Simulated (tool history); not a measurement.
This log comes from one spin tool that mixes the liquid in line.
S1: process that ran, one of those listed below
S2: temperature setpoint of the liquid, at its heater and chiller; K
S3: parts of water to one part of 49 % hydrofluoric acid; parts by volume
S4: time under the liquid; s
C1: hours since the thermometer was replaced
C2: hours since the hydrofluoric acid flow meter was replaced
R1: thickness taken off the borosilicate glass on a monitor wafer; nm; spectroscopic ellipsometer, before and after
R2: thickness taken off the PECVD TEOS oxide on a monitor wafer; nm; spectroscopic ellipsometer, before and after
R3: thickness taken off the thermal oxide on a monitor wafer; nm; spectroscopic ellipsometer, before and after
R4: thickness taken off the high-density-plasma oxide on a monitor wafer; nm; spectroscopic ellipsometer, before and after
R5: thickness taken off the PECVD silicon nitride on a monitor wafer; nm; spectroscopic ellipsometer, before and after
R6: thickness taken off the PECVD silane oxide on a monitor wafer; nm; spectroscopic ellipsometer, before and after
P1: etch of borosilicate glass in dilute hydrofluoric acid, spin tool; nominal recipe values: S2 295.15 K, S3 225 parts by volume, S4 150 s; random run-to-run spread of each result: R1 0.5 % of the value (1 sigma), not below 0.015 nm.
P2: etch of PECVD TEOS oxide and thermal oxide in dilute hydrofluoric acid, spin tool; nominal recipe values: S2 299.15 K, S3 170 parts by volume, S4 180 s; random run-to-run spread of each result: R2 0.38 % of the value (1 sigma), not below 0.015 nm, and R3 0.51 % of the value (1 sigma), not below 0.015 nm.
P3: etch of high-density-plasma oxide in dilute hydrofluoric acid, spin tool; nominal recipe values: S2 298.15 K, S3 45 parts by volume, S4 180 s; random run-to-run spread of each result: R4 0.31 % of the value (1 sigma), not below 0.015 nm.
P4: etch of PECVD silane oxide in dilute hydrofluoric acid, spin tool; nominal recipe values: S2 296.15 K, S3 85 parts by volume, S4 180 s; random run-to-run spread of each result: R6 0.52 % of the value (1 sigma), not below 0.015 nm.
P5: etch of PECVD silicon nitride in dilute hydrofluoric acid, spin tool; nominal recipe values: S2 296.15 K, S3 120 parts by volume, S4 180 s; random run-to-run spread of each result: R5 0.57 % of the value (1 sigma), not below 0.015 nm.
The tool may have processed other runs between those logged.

Run 1, hour 7.9: S1 P1, S2 295.15 K, S3 225 parts by volume, S4 150 s; C1 403.6; C2 349.2. Result: R1 15.7690 nm.
Run 2, hour 21.7: S1 P1, S2 291.65 K, S3 225 parts by volume, S4 290 s; C1 417.4; C2 363.0. Result: R1 26.4600 nm.
Run 3, hour 36.1: S1 P1, S2 295.15 K, S3 225 parts by volume, S4 150 s; C1 431.8; C2 377.4. Result: R1 15.6990 nm.
Run 4, hour 50.1: S1 P1, S2 295.15 K, S3 225 parts by volume, S4 150 s; C1 445.8; C2 391.4. Result: R1 15.6960 nm.
Run 5, hour 62.5: S1 P2, S2 299.15 K, S3 250 parts by volume, S4 180 s; C1 458.2; C2 403.8. Result: R2 7.5213 nm, R3 2.8532 nm.
Run 6, hour 78.2: S1 P2, S2 299.15 K, S3 170 parts by volume, S4 180 s; C1 473.9; C2 419.5. Result: R2 12.0290 nm, R3 4.6377 nm.
Run 7, hour 87.0: S1 P2, S2 290.65 K, S3 170 parts by volume, S4 180 s; C1 482.7; C2 428.3. Result: R2 8.6982 nm, R3 3.3238 nm.
Run 8, hour 96.8: S1 P3, S2 290.65 K, S3 45 parts by volume, S4 180 s; C1 492.5; C2 438.1. Result: R4 17.1890 nm.
Run 9, hour 105.1: S1 P3, S2 298.15 K, S3 45 parts by volume, S4 180 s; C1 500.8; C2 446.4. Result: R4 23.5430 nm.
Run 10, hour 115.1: S1 P5, S2 291.65 K, S3 120 parts by volume, S4 180 s; C1 510.8; C2 456.4. Result: R5 5.2673 nm.
Run 11, hour 122.8: S1 P5, S2 296.15 K, S3 120 parts by volume, S4 180 s; C1 518.5; C2 464.1. Result: R5 7.1074 nm.
Run 12, hour 130.5: S1 P4, S2 296.15 K, S3 85 parts by volume, S4 180 s; C1 526.2; C2 471.8. Result: R6 34.806 nm.
Run 13, hour 144.9: S1 P1, S2 290.15 K, S3 225 parts by volume, S4 150 s; C1 540.6; C2 486.2. Result: R1 12.9460 nm.
Run 14, hour 159.9: S1 P2, S2 299.15 K, S3 170 parts by volume, S4 180 s; C1 555.6; C2 501.2. Result: R2 12.0090 nm, R3 4.6107 nm.
Run 15, hour 172.8: S1 P5, S2 296.15 K, S3 120 parts by volume, S4 360 s; C1 568.5; C2 514.1. Result: R5 14.0750 nm.
Run 16, hour 182.1: S1 P4, S2 296.15 K, S3 140 parts by volume, S4 180 s; C1 577.8; C2 523.4. Result: R6 19.979 nm.
Run 17, hour 193.2: S1 P4, S2 296.15 K, S3 85 parts by volume, S4 305 s; C1 588.9; C2 534.5. Result: R6 58.401 nm.
Run 18, hour 204.0: S1 P4, S2 296.15 K, S3 85 parts by volume, S4 180 s; C1 599.7; C2 545.3. Result: R6 34.736 nm.
At hour 205.8: thermometer replaced.
Run 19, hour 213.9: S1 P1, S2 295.15 K, S3 225 parts by volume, S4 150 s; C1 8.1; C2 555.2. Result: R1 15.5900 nm.
Run 20, hour 223.0: S1 P1, S2 295.15 K, S3 225 parts by volume, S4 75 s; C1 17.2; C2 564.3. Result: R1 7.8224 nm.
Run 21, hour 234.6: S1 P4, S2 303.65 K, S3 85 parts by volume, S4 180 s; C1 28.8; C2 575.9. Result: R6 46.887 nm.
Run 22, hour 248.3: S1 P1, S2 295.15 K, S3 95 parts by volume, S4 150 s; C1 42.5; C2 589.6. Result: R1 42.5420 nm.
Run 23, hour 258.3: S1 P1, S2 301.65 K, S3 310 parts by volume, S4 150 s; C1 52.5; C2 599.6. Result: R1 12.9730 nm.
Run 24, hour 268.7: S1 P5, S2 296.15 K, S3 65 parts by volume, S4 180 s; C1 62.9; C2 610.0. Result: R5 12.9000 nm.
Run 25, hour 282.4: S1 P3, S2 298.15 K, S3 65 parts by volume, S4 180 s; C1 76.6; C2 623.7. Result: R4 15.8510 nm.
Run 26, hour 294.6: S1 P3, S2 298.15 K, S3 45 parts by volume, S4 15 s; C1 88.8; C2 635.9. Result: R4 1.9676 nm.
Run 27, hour 308.9: S1 P1, S2 295.15 K, S3 395 parts by volume, S4 150 s; C1 103.1; C2 650.2. Result: R1 7.6694 nm.
Run 28, hour 319.4: S1 P1, S2 295.15 K, S3 225 parts by volume, S4 150 s; C1 113.6; C2 660.7. Result: R1 15.7190 nm.
Run 29, hour 332.4: S1 P2, S2 299.15 K, S3 170 parts by volume, S4 265 s; C1 126.6; C2 673.7. Result: R2 17.8320 nm, R3 6.7311 nm.
Run 30, hour 344.4: S1 P1, S2 301.65 K, S3 225 parts by volume, S4 150 s; C1 138.6; C2 685.7. Result: R1 19.6510 nm.
Run 31, hour 356.0: S1 P1, S2 295.15 K, S3 225 parts by volume, S4 280 s; C1 150.2; C2 697.3. Result: R1 29.4110 nm.
Run 32, hour 365.5: S1 P1, S2 295.15 K, S3 225 parts by volume, S4 150 s; C1 159.7; C2 706.8. Result: R1 15.5490 nm.
Run 33, hour 380.7: S1 P1, S2 295.15 K, S3 225 parts by volume, S4 150 s; C1 174.9; C2 722.0. Result: R1 14.9830 nm.
Run 34, hour 392.8: S1 P1, S2 295.15 K, S3 225 parts by volume, S4 150 s; C1 187.0; C2 734.1. Result: R1 14.9660 nm.
Run 35, hour 404.8: S1 P1, S2 295.15 K, S3 225 parts by volume, S4 150 s; C1 199.0; C2 746.1. Result: R1 14.7480 nm.
Run 36, hour 420.4: S1 P1, S2 295.15 K, S3 225 parts by volume, S4 150 s; C1 214.6; C2 761.7. Result: R1 14.5400 nm.
Run 37, hour 430.1: S1 P1, S2 295.15 K, S3 225 parts by volume, S4 150 s; C1 224.3; C2 771.4. Result: R1 14.7800 nm.
Run 38, hour 437.9: S1 P1, S2 295.15 K, S3 225 parts by volume, S4 150 s; C1 232.1; C2 779.2. Result: R1 14.5900 nm.

Compared with where it was, what P1 gives has crept away. Each cause listed below fits the log as well as the rest, at the size given for it:
A: hydrofluoric acid flow below the setpoint (%) = 5.68
B: liquid colder than its thermometer reads (K) = 1.92
Onset of the creep was near hour 365.5.

Of the 4 check runs listed below, each run on one wafer and each result written as a question mark, which would let you distinguish the listed causes because they would give clearly different results?
Run check 1, hour 445.7: S1 P3, S2 294.15 K, S3 45 parts by volume, S4 15 s. Result: R4 ?.
Run check 2, hour 445.7: S1 P2, S2 294.15 K, S3 170 parts by volume, S4 180 s. Result: R2 ?, R3 ?.
Run check 3, hour 445.7: S1 P4, S2 303.15 K, S3 85 parts by volume, S4 300 s. Result: R6 ?.
Run check 4, hour 445.7: S1 P5, S2 296.15 K, S3 80 parts by volume, S4 320 s. Result: R5 ?.

Check results expected under each cause:
  check  result     if A     if B
check 1      R4   1.5661   1.5352
check 2      R2   9.3121   9.2529
check 2      R3   3.5630   3.5404
check 3      R6   71.406   70.858
check 4      R5  17.6770  16.4470
How far apart the two closest causes lie, in the result that separates them most: check 1 2 %; check 2 0.64 %; check 3 0.77 %; check 4 7.21 %
The causes can be told apart only by check 4. The other checks would give nearly the same results under each of them.

After running check 4, the following was obtained: R5 16.5990 nm. Which cause does this point to?

It was cause B: liquid colder than its thermometer reads (K).
